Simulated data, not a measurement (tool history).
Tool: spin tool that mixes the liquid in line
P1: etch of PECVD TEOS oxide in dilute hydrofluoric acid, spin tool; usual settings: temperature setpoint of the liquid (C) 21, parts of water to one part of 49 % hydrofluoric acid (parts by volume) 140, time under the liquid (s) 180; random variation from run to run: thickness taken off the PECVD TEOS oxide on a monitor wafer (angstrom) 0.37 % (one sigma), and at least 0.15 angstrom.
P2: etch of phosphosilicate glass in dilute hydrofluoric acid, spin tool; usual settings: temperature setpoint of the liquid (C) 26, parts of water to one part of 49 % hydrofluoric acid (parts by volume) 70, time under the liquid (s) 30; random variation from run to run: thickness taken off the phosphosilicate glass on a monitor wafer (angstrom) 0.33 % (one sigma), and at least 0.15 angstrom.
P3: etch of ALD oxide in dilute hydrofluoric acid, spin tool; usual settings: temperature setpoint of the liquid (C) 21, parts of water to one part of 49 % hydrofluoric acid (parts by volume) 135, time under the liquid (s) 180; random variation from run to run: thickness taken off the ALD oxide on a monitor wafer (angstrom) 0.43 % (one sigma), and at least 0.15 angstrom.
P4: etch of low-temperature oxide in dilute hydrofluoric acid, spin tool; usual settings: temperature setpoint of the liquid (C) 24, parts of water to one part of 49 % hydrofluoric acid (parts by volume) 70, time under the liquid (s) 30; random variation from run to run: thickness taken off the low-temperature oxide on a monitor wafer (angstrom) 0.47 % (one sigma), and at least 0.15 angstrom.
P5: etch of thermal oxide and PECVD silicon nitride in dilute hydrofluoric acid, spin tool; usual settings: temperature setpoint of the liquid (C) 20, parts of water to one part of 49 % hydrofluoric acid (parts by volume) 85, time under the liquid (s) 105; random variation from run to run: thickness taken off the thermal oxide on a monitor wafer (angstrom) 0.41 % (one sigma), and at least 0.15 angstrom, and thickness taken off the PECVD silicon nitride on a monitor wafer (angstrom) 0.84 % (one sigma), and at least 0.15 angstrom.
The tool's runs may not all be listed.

run,hour,process that ran,temperature setpoint of the liquid (C),parts of water to one part of 49 % hydrofluoric acid (parts by volume),time under the liquid (s),hours since the thermometer was replaced,hours since the hydrofluoric acid flow meter was replaced,thickness taken off the PECVD TEOS oxide on a monitor wafer (angstrom),thickness taken off the ALD oxide on a monitor wafer (angstrom),thickness taken off the phosphosilicate glass on a monitor wafer (angstrom),thickness taken off the thermal oxide on a monitor wafer (angstrom),thickness taken off the PECVD silicon nitride on a monitor wafer (angstrom),thickness taken off the low-temperature oxide on a monitor wafer (angstrom)
1,4.8,P1,21,140,180,1307.3,1177.2,171.01,,,,,
2,12.2,P3,21,135,180,1314.7,1184.6,,253.39,,,,
3,19.1,P2,21,70,30,1321.6,1191.5,,,499.43,,,
4,28.5,P5,26.5,85,105,1331,1200.9,,,,68.533,50.401,
5,33.7,P1,21,140,180,1336.2,1206.1,171.13,,,,,
6,42,P4,24,70,30,1344.5,1214.4,,,,,,115.38
7,47.6,P5,20,40,105,1350.1,1220,,,,117.43,67.019,
8,52.4,P5,20,85,105,1354.9,1224.8,,,,52.45,31.743,
9,61,P1,21,140,180,1363.5,1233.4,171.61,,,,,
10,65.3,P2,26,70,15,1367.8,1237.7,,,305.53,,,
11,71.1,P2,26,45,30,1373.6,1243.5,,,988.36,,,
12,75.5,P1,21,250,280,1378,1247.9,133.01,,,,,
13,84.7,P3,21,135,75,1387.2,1257.1,,105.1,,,,
14,90.7,P1,21,55,180,1393.2,1263.1,480.31,,,,,
15,98.9,P3,21,65,180,1401.4,1271.3,,573.82,,,,
16,105.2,P1,28,140,180,1407.7,1277.6,222.64,,,,,
17,111.3,P4,24,70,15,1413.8,1283.7,,,,,,57.822
18,117.6,P5,20,85,35,1420.1,1290,,,,17.496,10.717,
19,125.7,P1,24,40,180,1428.2,1298.1,760.48,,,,,
20,131.6,P1,21,140,65,1434.1,1304,62.108,,,,,
21,140.3,P3,17,135,180,1442.8,1312.7,,216.37,,,,
22,145.1,P4,28.5,70,30,1447.6,1317.5,,,,,,139.37
23,154.2,P3,21,135,180,1456.7,1326.6,,251.82,,,,
24,159.5,P4,24,35,30,1462,1331.9,,,,,,242.26
25,168.1,P1,21,235,105,1470.6,1340.5,53.515,,,,,
26,172.9,P2,26,70,30,1475.4,1345.3,,,614.01,,,
27,181.2,P1,21,140,180,1483.7,1353.6,169.92,,,,,
28,186.9,P1,21,195,180,1489.4,1359.3,116.58,,,,,
29,194.3,P1,21,140,180,1496.8,1366.7,170.41,,,,,
30,199.1,P1,17,140,180,1501.6,1371.5,145.1,,,,,
31,204.3,P1,21,140,180,1506.8,1376.7,170.29,,,,,
32,211.4,P4,24,70,30,1513.9,1383.8,,,,,,116.08
33,217.7,P5,20,85,105,1520.2,1390.1,,,,53.002,32.722,
34,221.8,P1,21,140,350,1524.3,1394.2,331.68,,,,,
35,229.6,P1,21,140,180,1532.1,1402,170.29,,,,,
36,237.2,P1,21,140,180,1539.7,1409.6,175.51,,,,,
37,241.6,P1,21,140,180,1544.1,1414,177.96,,,,,
38,248.2,P1,21,140,180,1550.7,1420.6,180.07,,,,,
39,253.3,P1,21,140,180,1555.8,1425.7,180.24,,,,,
40,257.5,P1,21,140,180,1560,1429.9,181.56,,,,,
41,262.1,P1,21,140,180,1564.6,1434.5,181.81,,,,,
42,270.5,P1,21,140,180,1573,1442.9,181.81,,,,,
43,278.2,P1,21,140,180,1580.7,1450.6,182.92,,,,,
44,284.4,P1,21,140,180,1586.9,1456.8,183.9,,,,,
45,289.8,P1,21,140,180,1592.3,1462.2,183.95,,,,,

What P1 gives has crept away from where it was. These 2 causes fit the log equally well, each at the size given:
A: liquid hotter than its thermometer reads (K) = 1.83
B: hydrofluoric acid flow above the setpoint (%) = 6.44
The creep began at about hour 229.6.

4 check runs are offered, each on 2 wafers whose results are averaged, their results left as question marks. Which one tells the causes apart?
check 1,295.2,P3,21,135,180,,,,?,,,,
check 2,295.2,P5,20,85,105,,,,,,?,?,
check 3,295.2,P4,24,70,30,,,,,,,,?
check 4,295.2,P2,26,70,30,,,,,?,,,

What each check would give under each cause:
check,result,if A,if B
check 1,thickness taken off the ALD oxide on a monitor wafer (angstrom),272.38,272.16
check 2,thickness taken off the thermal oxide on a monitor wafer (angstrom),56.467,56.071
check 2,thickness taken off the PECVD silicon nitride on a monitor wafer (angstrom),36.495,34.248
check 3,thickness taken off the low-temperature oxide on a monitor wafer (angstrom),124.59,123.89
check 4,thickness taken off the phosphosilicate glass on a monitor wafer (angstrom),657.36,654.66
How far apart the two closest causes lie, in the result that separates them most: check 1 0.08 %; check 2 6.35 %; check 3 0.56 %; check 4 0.41 %
Check 2 tells the causes apart: in the others they would give nearly the same result.

Check 2 was then run and gave: thickness taken off the thermal oxide on a monitor wafer (angstrom) 56.603; thickness taken off the PECVD silicon nitride on a monitor wafer (angstrom) 36.398. Which cause is it?

It is A: liquid hotter than its thermometer reads (K).

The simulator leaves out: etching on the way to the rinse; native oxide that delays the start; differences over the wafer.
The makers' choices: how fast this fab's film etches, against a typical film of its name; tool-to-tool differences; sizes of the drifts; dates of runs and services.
